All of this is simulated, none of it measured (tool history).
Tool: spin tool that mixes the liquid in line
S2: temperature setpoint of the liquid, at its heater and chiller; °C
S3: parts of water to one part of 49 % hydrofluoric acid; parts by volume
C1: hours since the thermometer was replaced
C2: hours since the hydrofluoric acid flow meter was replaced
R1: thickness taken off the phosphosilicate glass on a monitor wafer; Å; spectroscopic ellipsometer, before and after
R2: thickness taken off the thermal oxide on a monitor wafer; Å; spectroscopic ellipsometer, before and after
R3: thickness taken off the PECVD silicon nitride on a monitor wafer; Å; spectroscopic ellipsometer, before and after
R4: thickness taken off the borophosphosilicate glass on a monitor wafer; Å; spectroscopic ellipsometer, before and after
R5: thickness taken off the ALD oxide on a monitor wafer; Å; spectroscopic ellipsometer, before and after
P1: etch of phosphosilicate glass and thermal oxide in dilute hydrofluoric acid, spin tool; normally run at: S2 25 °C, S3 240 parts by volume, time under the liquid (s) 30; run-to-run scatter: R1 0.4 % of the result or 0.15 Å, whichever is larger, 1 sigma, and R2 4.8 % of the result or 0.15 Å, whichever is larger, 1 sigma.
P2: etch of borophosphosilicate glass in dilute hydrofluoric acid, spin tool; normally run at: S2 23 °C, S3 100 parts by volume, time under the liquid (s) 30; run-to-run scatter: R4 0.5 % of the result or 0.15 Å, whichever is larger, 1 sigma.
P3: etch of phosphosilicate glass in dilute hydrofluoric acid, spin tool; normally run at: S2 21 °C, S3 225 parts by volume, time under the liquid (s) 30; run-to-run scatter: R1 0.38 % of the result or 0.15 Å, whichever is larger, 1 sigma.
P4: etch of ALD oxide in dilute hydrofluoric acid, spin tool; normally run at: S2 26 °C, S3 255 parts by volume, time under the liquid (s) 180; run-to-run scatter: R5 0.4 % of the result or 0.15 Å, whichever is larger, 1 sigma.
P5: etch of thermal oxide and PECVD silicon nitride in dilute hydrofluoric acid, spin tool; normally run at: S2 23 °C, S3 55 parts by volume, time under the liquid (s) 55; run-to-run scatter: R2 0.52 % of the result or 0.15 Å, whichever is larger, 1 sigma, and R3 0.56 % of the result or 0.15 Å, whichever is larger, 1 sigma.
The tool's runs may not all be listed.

Run 1, hour 4: process that ran P1, S2 25 °C, S3 240 parts by volume, time under the liquid (s) 30; C1 393.1; C2 267. Result: R1 69.758 Å, R2 5.3682 Å.
Run 2, hour 8.6: process that ran P1, S2 25 °C, S3 240 parts by volume, time under the liquid (s) 30; C1 397.7; C2 271.6. Result: R1 69.449 Å, R2 5.2449 Å.
Run 3, hour 12.1: process that ran P1, S2 25 °C, S3 240 parts by volume, time under the liquid (s) 30; C1 401.2; C2 275.1. Result: R1 70.008 Å, R2 5.714 Å.
Run 4, hour 14.7: process that ran P5, S2 23 °C, S3 25 parts by volume, time under the liquid (s) 55; C1 403.8; C2 277.7. Result: R2 109.85 Å, R3 112.53 Å.
Run 5, hour 19.2: process that ran P2, S2 23 °C, S3 100 parts by volume, time under the liquid (s) 30; C1 408.3; C2 282.2. Result: R4 119.95 Å.
Run 6, hour 21.6: process that ran P5, S2 28 °C, S3 55 parts by volume, time under the liquid (s) 55; C1 410.7; C2 284.6. Result: R2 59.67 Å, R3 72.21 Å.
Run 7, hour 25.5: process that ran P1, S2 25 °C, S3 240 parts by volume, time under the liquid (s) 15; C1 414.6; C2 288.5. Result: R1 35 Å, R2 2.6815 Å.
Run 8, hour 28.3: process that ran P1, S2 20.5 °C, S3 240 parts by volume, time under the liquid (s) 45; C1 417.4; C2 291.3. Result: R1 89.002 Å, R2 5.9432 Å.
Run 9, hour 31.9: process that ran P5, S2 23 °C, S3 55 parts by volume, time under the liquid (s) 55; C1 421; C2 294.9. Result: R2 48.411 Å, R3 51.515 Å.
Run 10, hour 34.6: process that ran P1, S2 19 °C, S3 240 parts by volume, time under the liquid (s) 30; C1 423.7; C2 297.6. Result: R1 56.139 Å, R2 4.3309 Å.
Run 11, hour 38.7: process that ran P4, S2 32.5 °C, S3 255 parts by volume, time under the liquid (s) 180; C1 427.8; C2 301.7. Result: R5 161.23 Å.
Run 12, hour 43.6: process that ran P2, S2 23 °C, S3 160 parts by volume, time under the liquid (s) 30; C1 432.7; C2 306.6. Result: R4 70.216 Å.
Run 13, hour 46.9: process that ran P1, S2 30.5 °C, S3 240 parts by volume, time under the liquid (s) 30; C1 436; C2 309.9. Result: R1 84.403 Å, R2 6.2825 Å.
Run 14, hour 51.9: process that ran P1, S2 25 °C, S3 240 parts by volume, time under the liquid (s) 30; C1 441; C2 314.9. Result: R1 70.066 Å, R2 5.1906 Å.
Run 15, hour 56.8: process that ran P3, S2 26.5 °C, S3 225 parts by volume, time under the liquid (s) 30; C1 445.9; C2 319.8. Result: R1 181.34 Å.
Run 16, hour 61.3: process that ran P2, S2 23 °C, S3 100 parts by volume, time under the liquid (s) 50; C1 450.4; C2 324.3. Result: R4 201.23 Å.
Run 17, hour 64.4: process that ran P4, S2 26 °C, S3 255 parts by volume, time under the liquid (s) 180; C1 453.5; C2 327.4. Result: R5 128.9 Å.
Run 18, hour 68.9: process that ran P1, S2 25 °C, S3 240 parts by volume, time under the liquid (s) 55; C1 458; C2 331.9. Result: R1 127.34 Å, R2 9.2729 Å.
Run 19, hour 73.7: process that ran P1, S2 25 °C, S3 240 parts by volume, time under the liquid (s) 30; C1 462.8; C2 336.7. Result: R1 70.239 Å, R2 5.6705 Å.
Run 20, hour 79: process that ran P3, S2 21 °C, S3 225 parts by volume, time under the liquid (s) 30; C1 468.1; C2 342. Result: R1 148.35 Å.
Run 21, hour 82.1: process that ran P4, S2 26 °C, S3 255 parts by volume, time under the liquid (s) 80; C1 471.2; C2 345.1. Result: R5 57.659 Å.
Run 22, hour 87.1: process that ran P5, S2 23 °C, S3 55 parts by volume, time under the liquid (s) 105; C1 476.2; C2 350.1. Result: R2 92.017 Å, R3 98.486 Å.
Run 23, hour 90.1: process that ran P4, S2 26 °C, S3 75 parts by volume, time under the liquid (s) 180; C1 479.2; C2 353.1. Result: R5 546.13 Å.
Run 24, hour 94.2: process that ran P3, S2 21 °C, S3 225 parts by volume, time under the liquid (s) 55; C1 483.3; C2 357.2. Result: R1 270.41 Å.
At hour 95.7: thermometer replaced.
Run 25, hour 96.8: process that ran P4, S2 26 °C, S3 255 parts by volume, time under the liquid (s) 180; C1 1.2; C2 359.8. Result: R5 129.01 Å.
Run 26, hour 99.4: process that ran P1, S2 32 °C, S3 240 parts by volume, time under the liquid (s) 50; C1 3.8; C2 362.4. Result: R1 148.61 Å, R2 11.442 Å.
Run 27, hour 104.2: process that ran P1, S2 17.5 °C, S3 240 parts by volume, time under the liquid (s) 60; C1 8.6; C2 367.2. Result: R1 105.11 Å, R2 7.9755 Å.
Run 28, hour 106.8: process that ran P1, S2 25 °C, S3 85 parts by volume, time under the liquid (s) 30; C1 11.2; C2 369.8. Result: R1 235.79 Å, R2 17.631 Å.
Run 29, hour 109.8: process that ran P3, S2 21 °C, S3 115 parts by volume, time under the liquid (s) 30; C1 14.2; C2 372.8. Result: R1 324.82 Å.
Run 30, hour 112.8: process that ran P2, S2 23 °C, S3 100 parts by volume, time under the liquid (s) 30; C1 17.2; C2 375.8. Result: R4 120.65 Å.
Run 31, hour 117.8: process that ran P1, S2 25 °C, S3 390 parts by volume, time under the liquid (s) 30; C1 22.2; C2 380.8. Result: R1 37.112 Å, R2 2.9294 Å.
Run 32, hour 120.4: process that ran P2, S2 31.5 °C, S3 100 parts by volume, time under the liquid (s) 30; C1 24.8; C2 383.4. Result: R4 165.78 Å.
Run 33, hour 124: process that ran P1, S2 25 °C, S3 240 parts by volume, time under the liquid (s) 30; C1 28.4; C2 387. Result: R1 70.068 Å, R2 5.2638 Å.
Run 34, hour 127: process that ran P1, S2 25 °C, S3 240 parts by volume, time under the liquid (s) 30; C1 31.4; C2 390. Result: R1 70.391 Å, R2 5.1669 Å.
Run 35, hour 130.1: process that ran P1, S2 25 °C, S3 240 parts by volume, time under the liquid (s) 30; C1 34.5; C2 393.1. Result: R1 72.192 Å, R2 5.345 Å.
Run 36, hour 133.3: process that ran P1, S2 25 °C, S3 240 parts by volume, time under the liquid (s) 30; C1 37.7; C2 396.3. Result: R1 71.827 Å, R2 5.1843 Å.
Run 37, hour 138.3: process that ran P1, S2 25 °C, S3 240 parts by volume, time under the liquid (s) 30; C1 42.7; C2 401.3. Result: R1 72.775 Å, R2 4.9522 Å.
Run 38, hour 143.7: process that ran P1, S2 25 °C, S3 240 parts by volume, time under the liquid (s) 30; C1 48.1; C2 406.7. Result: R1 72.397 Å, R2 5.6483 Å.
Run 39, hour 146.2: process that ran P1, S2 25 °C, S3 240 parts by volume, time under the liquid (s) 30; C1 50.6; C2 409.2. Result: R1 72.991 Å, R2 5.49 Å.
Run 40, hour 148.7: process that ran P1, S2 25 °C, S3 240 parts by volume, time under the liquid (s) 30; C1 53.1; C2 411.7. Result: R1 73.343 Å, R2 5.7202 Å.
Run 41, hour 153.1: process that ran P1, S2 25 °C, S3 240 parts by volume, time under the liquid (s) 30; C1 57.5; C2 416.1. Result: R1 73.001 Å, R2 5.5861 Å.
Run 42, hour 157.7: process that ran P1, S2 25 °C, S3 240 parts by volume, time under the liquid (s) 30; C1 62.1; C2 420.7. Result: R1 73.002 Å, R2 5.1518 Å.
Run 43, hour 161: process that ran P1, S2 25 °C, S3 240 parts by volume, time under the liquid (s) 30; C1 65.4; C2 424. Result: R1 73.391 Å, R2 5.6851 Å.

What P1 gives has crept away from where it was. These 2 causes fit the log equally well, each at the size given:
A: liquid hotter than its thermometer reads (K) = 1.39
B: hydrofluoric acid flow above the setpoint (%) = 3.98
The creep began at about hour 124.

4 check runs are offered, one wafer each, their results left as question marks. Which one tells the causes apart?
Run check 1, hour 164.3: process that ran P3, S2 21 °C, S3 225 parts by volume, time under the liquid (s) 50. Result: R1 ?.
Run check 2, hour 164.3: process that ran P2, S2 29 °C, S3 100 parts by volume, time under the liquid (s) 30. Result: R4 ?.
Run check 3, hour 164.3: process that ran P4, S2 29.5 °C, S3 85 parts by volume, time under the liquid (s) 180. Result: R5 ?.
Run check 4, hour 164.3: process that ran P5, S2 27.5 °C, S3 55 parts by volume, time under the liquid (s) 85. Result: R2 ?, R3 ?.

What each check would give under each cause:
  check  result    if A    if B
check 1      R1  260.63  259.48
check 2      R4  160.26     159
check 3      R5  572.35  567.18
check 4      R2  94.285  93.073
check 4      R3  118.01  112.03
How far apart the two closest causes lie, in the result that separates them most: check 1 0.44 %; check 2 0.79 %; check 3 0.91 %; check 4 5.2 %
Check 4 tells the causes apart: in the others they would give nearly the same result.

Check 4 was then run and gave: R2 93.195 Å; R3 112.43 Å. Which cause is it?

It is B: hydrofluoric acid flow above the setpoint (%).
